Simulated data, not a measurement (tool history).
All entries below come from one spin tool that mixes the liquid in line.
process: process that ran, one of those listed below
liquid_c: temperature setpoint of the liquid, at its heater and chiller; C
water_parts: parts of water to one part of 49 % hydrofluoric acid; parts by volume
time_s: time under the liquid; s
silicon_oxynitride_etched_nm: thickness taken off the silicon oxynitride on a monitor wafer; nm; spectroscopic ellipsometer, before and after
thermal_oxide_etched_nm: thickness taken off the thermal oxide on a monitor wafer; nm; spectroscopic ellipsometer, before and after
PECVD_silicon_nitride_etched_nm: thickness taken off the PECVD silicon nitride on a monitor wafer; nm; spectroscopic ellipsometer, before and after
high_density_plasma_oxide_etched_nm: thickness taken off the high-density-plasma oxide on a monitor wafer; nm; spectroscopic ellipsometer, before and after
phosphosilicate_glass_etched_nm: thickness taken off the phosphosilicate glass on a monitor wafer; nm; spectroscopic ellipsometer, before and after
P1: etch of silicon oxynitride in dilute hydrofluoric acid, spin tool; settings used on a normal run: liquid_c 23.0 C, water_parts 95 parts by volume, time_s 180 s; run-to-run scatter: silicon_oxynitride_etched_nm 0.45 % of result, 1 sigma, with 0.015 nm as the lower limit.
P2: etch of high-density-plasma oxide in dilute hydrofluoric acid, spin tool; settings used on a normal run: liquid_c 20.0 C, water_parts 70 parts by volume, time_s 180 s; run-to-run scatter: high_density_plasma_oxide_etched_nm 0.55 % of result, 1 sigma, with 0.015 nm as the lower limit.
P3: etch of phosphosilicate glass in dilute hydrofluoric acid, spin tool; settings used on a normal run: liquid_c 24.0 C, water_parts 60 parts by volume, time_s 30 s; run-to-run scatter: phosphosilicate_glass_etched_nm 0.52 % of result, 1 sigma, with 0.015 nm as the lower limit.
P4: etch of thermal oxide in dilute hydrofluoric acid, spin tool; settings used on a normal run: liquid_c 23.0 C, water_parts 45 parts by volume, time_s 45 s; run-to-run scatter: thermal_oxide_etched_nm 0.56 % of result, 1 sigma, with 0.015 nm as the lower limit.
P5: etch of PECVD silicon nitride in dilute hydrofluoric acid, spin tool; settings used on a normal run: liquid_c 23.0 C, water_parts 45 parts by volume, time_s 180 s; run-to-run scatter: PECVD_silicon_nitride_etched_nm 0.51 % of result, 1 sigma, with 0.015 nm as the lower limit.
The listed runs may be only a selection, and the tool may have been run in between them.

run     day  process  liquid_c  water_parts  time_s  hours since the thermometer was replaced  hours since the hydrofluoric acid flow meter was replaced  silicon_oxynitride_etched_nm  thermal_oxide_etched_nm  PECVD_silicon_nitride_etched_nm  high_density_plasma_oxide_etched_nm  phosphosilicate_glass_etched_nm
  1   0.383       P1      23.0           95     180                                     902.0                                                      940.2                       5.14920
  2   0.600       P4      23.0           45      20                                     907.2                                                      945.4                                                 2.1713
  3   0.867       P5      23.0           45     180                                     913.6                                                      951.8                                                                                 12.4170
  4   1.079       P1      31.0           95     180                                     918.7                                                      956.9                       7.42950
      1.317  -- thermometer replaced
  5   1.375       P4      23.0           30      45                                       1.5                                                      964.0                                                 7.4884
  6   1.696       P1      23.0           95     180                                       9.2                                                      971.7                       5.12610
  7   1.988       P2      20.0           70     180                                      16.2                                                      978.7                                                                                                                      19.9720
  8   2.283       P4      23.0           45      45                                      23.3                                                      985.8                                                 4.8562
  9   2.496       P1      23.0           25     180                                      28.4                                                      990.9                      20.67600
 10   2.696       P1      17.0           95      90                                      33.2                                                      995.7                       1.92660
 11   2.950       P1      23.0           95     180                                      39.3                                                     1001.8                       5.10220
 12   3.225       P5      23.0           45     290                                      45.9                                                     1008.4                                                                                 19.8940
 13   3.471       P1      23.0           95     180                                      51.8                                                     1014.3                       5.13780
 14   3.821       P3      24.0           60      15                                      60.2                                                     1022.7                                                                                                                                                        28.491
 15   4.129       P3      24.0           60      30                                      67.6                                                     1030.1                                                                                                                                                        56.560
 16   4.454       P1      23.0           95      20                                      75.4                                                     1037.9                       0.59415
 17   4.629       P1      23.0           95     180                                      79.6                                                     1042.1                       5.13230
 18   4.938       P1      26.5           95      15                                      87.0                                                     1049.5                       0.52935
 19   5.117       P3      19.0           60      30                                      91.3                                                     1053.8                                                                                                                                                        45.925
 20   5.454       P1      17.0           95     180                                      99.4                                                     1061.9                       3.80310
 21   5.792       P2      20.0           70      15                                     107.5                                                     1070.0                                                                                                                       1.6622
 22   6.058       P5      18.0           45     180                                     113.9                                                     1076.4                                                                                  8.7864
 23   6.346       P2      20.0          115     180                                     120.8                                                     1083.3                                                                                                                      11.4930
 24   6.542       P2      26.0           70     180                                     125.5                                                     1088.0                                                                                                                      25.5290
 25   6.846       P1      23.0           95     180                                     132.8                                                     1095.3                       5.16140
 26   7.025       P1      23.0           95     275                                     137.1                                                     1099.6                       7.90140
 27   7.312       P1      23.0          165     180                                     144.0                                                     1106.5                       2.81180
 28   7.708       P4      31.0           45      45                                     153.5                                                     1116.0                                                 6.7136
 29   8.046       P3      24.0           90      30                                     161.6                                                     1124.1                                                                                                                                                        36.171
 30   8.417       P2      20.0           70     180                                     170.5                                                     1133.0                                                                                                                      19.8410
 31   8.621       P5      23.0           20     180                                     175.4                                                     1137.9                                                                                 27.2410
 32   8.858       P1      23.0           95     180                                     181.1                                                     1143.6                       5.15940
 33   9.058       P1      23.0           95     180                                     185.9                                                     1148.4                       5.32510
 34   9.246       P1      23.0           95     180                                     190.4                                                     1152.9                       5.36250
 35   9.567       P1      23.0           95     180                                     198.1                                                     1160.6                       5.44270
 36   9.925       P1      23.0           95     180                                     206.7                                                     1169.2                       5.45240
 37  10.271       P1      23.0           95     180                                     215.0                                                     1177.5                       5.53400
 38  10.450       P1      23.0           95     180                                     219.3                                                     1181.8                       5.55930
 39  10.825       P1      23.0           95     180                                     228.3                                                     1190.8                       5.48040
 40  11.096       P1      23.0           95     180                                     234.8                                                     1197.3                       5.49780

What P1 gives has crept away from where it was. These 2 causes fit the log equally well, each at the size given:
A: liquid hotter than its thermometer reads (K) = 1.57
B: hydrofluoric acid flow above the setpoint (%) = 7.16
The creep began at about day 8.858.

4 check runs are offered, one wafer each, their results left as question marks. Which one tells the causes apart?
check 1  11.367       P3      20.5           90      30                                                                                                                                                                                                                                                                  ?
check 2  11.367       P4      28.0           45      45                                                                                                                                                           ?
check 3  11.367       P5      23.0           20     180                                                                                                                                                                                            ?
check 4  11.367       P2      20.0           95      55                                                                                                                                                                                                                                 ?

Outcome of each check run for each possible cause:
  check                               result     if A     if B
check 1      phosphosilicate_glass_etched_nm   33.659   34.061
check 2              thermal_oxide_etched_nm   6.3815   6.4532
check 3      PECVD_silicon_nitride_etched_nm  30.3370  29.0920
check 4  high_density_plasma_oxide_etched_nm   4.6709   4.7279
Per check, the gap between the least separated pair of causes, taken in the result that splits them most: check 1 1.19 %; check 2 1.12 %; check 3 4.19 %; check 4 1.21 %
The other checks would show nearly matching results whichever cause is true, so check 3 is the only one that separates the causes.

After running check 3, the following was obtained: PECVD_silicon_nitride_etched_nm 30.3180 nm. Which cause does this point to?

It was cause A: liquid hotter than its thermometer reads (K).

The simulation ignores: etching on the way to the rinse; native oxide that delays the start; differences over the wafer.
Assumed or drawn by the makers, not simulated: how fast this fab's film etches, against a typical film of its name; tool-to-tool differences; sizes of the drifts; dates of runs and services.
